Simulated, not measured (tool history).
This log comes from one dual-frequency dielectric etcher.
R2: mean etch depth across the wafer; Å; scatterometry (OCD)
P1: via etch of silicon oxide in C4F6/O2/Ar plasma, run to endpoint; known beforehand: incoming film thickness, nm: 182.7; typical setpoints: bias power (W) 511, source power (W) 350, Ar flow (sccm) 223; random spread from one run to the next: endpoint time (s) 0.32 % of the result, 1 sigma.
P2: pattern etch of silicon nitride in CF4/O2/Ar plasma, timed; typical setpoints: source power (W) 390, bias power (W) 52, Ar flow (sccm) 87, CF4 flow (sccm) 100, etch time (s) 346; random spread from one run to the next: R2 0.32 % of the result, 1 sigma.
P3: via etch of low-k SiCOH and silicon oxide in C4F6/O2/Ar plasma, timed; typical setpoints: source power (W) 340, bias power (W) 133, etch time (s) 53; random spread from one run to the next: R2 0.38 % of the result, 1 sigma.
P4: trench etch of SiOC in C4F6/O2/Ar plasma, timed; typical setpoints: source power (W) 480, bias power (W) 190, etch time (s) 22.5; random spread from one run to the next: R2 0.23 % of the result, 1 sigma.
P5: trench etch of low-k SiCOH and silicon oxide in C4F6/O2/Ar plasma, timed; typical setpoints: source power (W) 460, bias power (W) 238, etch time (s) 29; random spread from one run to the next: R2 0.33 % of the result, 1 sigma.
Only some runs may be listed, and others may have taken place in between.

Run 1, hour 6.5: process that ran P1, bias power (W) 511, source power (W) 350, Ar flow (sccm) 223. Result: endpoint time (s) 41.888.
Run 2, hour 17.9: process that ran P4, bias power (W) 190, source power (W) 480, etch time (s) 22.5. Result: R2 517.61 Å.
Run 3, hour 27.2: process that ran P1, bias power (W) 511, source power (W) 260, Ar flow (sccm) 223. Result: endpoint time (s) 46.468.
Run 4, hour 37.5: process that ran P1, bias power (W) 511, source power (W) 350, Ar flow (sccm) 223. Result: endpoint time (s) 41.926.
Run 5, hour 47.2: process that ran P2, bias power (W) 52, source power (W) 390, Ar flow (sccm) 116, etch time (s) 346, CF4 flow (sccm) 100. Result: R2 5287.2 Å.
Run 6, hour 53.1: process that ran P5, bias power (W) 238, source power (W) 460, etch time (s) 29. Result: R2 1055.5 Å.
Run 7, hour 63.3: process that ran P3, bias power (W) 133, source power (W) 340, etch time (s) 38. Result: R2 792.14 Å.
Run 8, hour 72.2: process that ran P1, bias power (W) 511, source power (W) 350, Ar flow (sccm) 223. Result: endpoint time (s) 41.43.
Run 9, hour 79.6: process that ran P4, bias power (W) 190, source power (W) 330, etch time (s) 22.5. Result: R2 449.5 Å.
Run 10, hour 88.7: process that ran P5, bias power (W) 238, source power (W) 460, etch time (s) 40.5. Result: R2 1471.7 Å.
Run 11, hour 99.9: process that ran P1, bias power (W) 511, source power (W) 350, Ar flow (sccm) 156. Result: endpoint time (s) 40.337.
Run 12, hour 111.4: process that ran P1, bias power (W) 511, source power (W) 350, Ar flow (sccm) 298. Result: endpoint time (s) 43.31.
Run 13, hour 118.2: process that ran P2, bias power (W) 52, source power (W) 470, Ar flow (sccm) 87, etch time (s) 346, CF4 flow (sccm) 100. Result: R2 6436.1 Å.
Run 14, hour 126.6: process that ran P1, bias power (W) 511, source power (W) 350, Ar flow (sccm) 223. Result: endpoint time (s) 41.473.
Run 15, hour 136: process that ran P3, bias power (W) 187, source power (W) 340, etch time (s) 53. Result: R2 1225.7 Å.
Run 16, hour 141.9: process that ran P1, bias power (W) 362, source power (W) 350, Ar flow (sccm) 223. Result: endpoint time (s) 47.13.
Run 17, hour 153.2: process that ran P5, bias power (W) 238, source power (W) 580, etch time (s) 29. Result: R2 1154.4 Å.
Run 18, hour 164.4: process that ran P2, bias power (W) 52, source power (W) 390, Ar flow (sccm) 87, etch time (s) 346, CF4 flow (sccm) 100. Result: R2 5489.6 Å.
Run 19, hour 174.8: process that ran P4, bias power (W) 190, source power (W) 480, etch time (s) 12.5. Result: R2 288.22 Å.
Run 20, hour 182.5: process that ran P2, bias power (W) 34, source power (W) 390, Ar flow (sccm) 87, etch time (s) 346, CF4 flow (sccm) 100. Result: R2 4681.9 Å.
Run 21, hour 190.6: process that ran P2, bias power (W) 52, source power (W) 390, Ar flow (sccm) 87, etch time (s) 346, CF4 flow (sccm) 120. Result: R2 5572.3 Å.
Run 22, hour 202.6: process that ran P3, bias power (W) 133, source power (W) 440, etch time (s) 53. Result: R2 1226.8 Å.
Run 23, hour 208: process that ran P1, bias power (W) 668, source power (W) 350, Ar flow (sccm) 223. Result: endpoint time (s) 37.5.
Run 24, hour 217.1: process that ran P1, bias power (W) 511, source power (W) 420, Ar flow (sccm) 223. Result: endpoint time (s) 39.07.
Run 25, hour 227.5: process that ran P1, bias power (W) 364, source power (W) 350, Ar flow (sccm) 291. Result: endpoint time (s) 48.58.
Run 26, hour 233.6: process that ran P2, bias power (W) 52, source power (W) 390, Ar flow (sccm) 87, etch time (s) 477, CF4 flow (sccm) 100. Result: R2 7498 Å.
Run 27, hour 245.5: process that ran P5, bias power (W) 138, source power (W) 460, etch time (s) 29. Result: R2 885.58 Å.
Run 28, hour 257.4: process that ran P5, bias power (W) 238, source power (W) 460, etch time (s) 29. Result: R2 1049.7 Å.
At hour 258.1: Ar flow controller replaced.
Run 29, hour 263.1: process that ran P2, bias power (W) 52, source power (W) 390, Ar flow (sccm) 87, etch time (s) 346, CF4 flow (sccm) 100. Result: R2 5448.1 Å.
Run 30, hour 268.7: process that ran P1, bias power (W) 511, source power (W) 350, Ar flow (sccm) 223. Result: endpoint time (s) 41.606.
Run 31, hour 278.1: process that ran P3, bias power (W) 133, source power (W) 340, etch time (s) 53. Result: R2 1102.7 Å.
Run 32, hour 289.6: process that ran P1, bias power (W) 511, source power (W) 350, Ar flow (sccm) 223. Result: endpoint time (s) 41.497.
Run 33, hour 298.9: process that ran P4, bias power (W) 233, source power (W) 480, etch time (s) 22.5. Result: R2 553.74 Å.
Run 34, hour 309.1: process that ran P1, bias power (W) 511, source power (W) 350, Ar flow (sccm) 223. Result: endpoint time (s) 41.456.
Run 35, hour 321.1: process that ran P1, bias power (W) 511, source power (W) 350, Ar flow (sccm) 223. Result: endpoint time (s) 42.433.
Run 36, hour 328.5: process that ran P1, bias power (W) 511, source power (W) 350, Ar flow (sccm) 223. Result: endpoint time (s) 42.305.
At hour 331.4: wet clean of the chamber.
Run 37, hour 339.5: process that ran P1, bias power (W) 511, source power (W) 350, Ar flow (sccm) 223. Result: endpoint time (s) 42.328.
Run 38, hour 345.8: process that ran P1, bias power (W) 511, source power (W) 350, Ar flow (sccm) 223. Result: endpoint time (s) 42.433.
Run 39, hour 352.4: process that ran P1, bias power (W) 511, source power (W) 350, Ar flow (sccm) 223. Result: endpoint time (s) 42.379.
Run 40, hour 363.9: process that ran P1, bias power (W) 511, source power (W) 350, Ar flow (sccm) 223. Result: endpoint time (s) 42.403.

What P1 gives has crept off from where it sat before. The 2 causes that follow fit the log equally well, each at the size noted:
A: bias power that arrives under what is set, % = 4.52
B: source power that arrives under what is set, % = 4.62
The onset of the drift is placed at about hour 309.1.
All other causes, with the reason each is excluded:
chamber walls in a state that lowers the etch rate, %: serviced after onset, at hour 331.4, with no recovery of the prior output
Ar flow that arrives over what is set, %: can reach only 8, and even then endpoint time (s) would move by +0.9 %, too little or the wrong way

The check runs listed below each take one wafer, and their results are still question marks. Under which run would the listed causes lead to clearly different results?
Run check 1, hour 375.4: process that ran P3, bias power (W) 181, source power (W) 440, etch time (s) 53. Result: R2 ?.
Run check 2, hour 375.4: process that ran P5, bias power (W) 201, source power (W) 460, etch time (s) 29. Result: R2 ?.
Run check 3, hour 375.4: process that ran P2, bias power (W) 52, source power (W) 390, Ar flow (sccm) 102, etch time (s) 346, CF4 flow (sccm) 100. Result: R2 ?.
Run check 4, hour 375.4: process that ran P4, bias power (W) 190, source power (W) 480, etch time (s) 16.5. Result: R2 ?.

How each check would come out, cause by cause:
  check  result    if A    if B
check 1      R2  1322.7  1317.4
check 2      R2  979.74   976.2
check 3      R2  5267.5    5146
check 4      R2  374.83  373.37
Distance between the nearest two causes, measured in the result of the check that separates them most: check 1 0.4 %; check 2 0.36 %; check 3 2.33 %; check 4 0.39 %
Check 3 distinguishes between the causes, while the remaining checks would return nearly the same result for all of them.

Running check 3 produced the following: R2 5108.3 Å. Which one of the listed causes fits?

The correct cause is B, namely: source power that arrives under what is set, %.

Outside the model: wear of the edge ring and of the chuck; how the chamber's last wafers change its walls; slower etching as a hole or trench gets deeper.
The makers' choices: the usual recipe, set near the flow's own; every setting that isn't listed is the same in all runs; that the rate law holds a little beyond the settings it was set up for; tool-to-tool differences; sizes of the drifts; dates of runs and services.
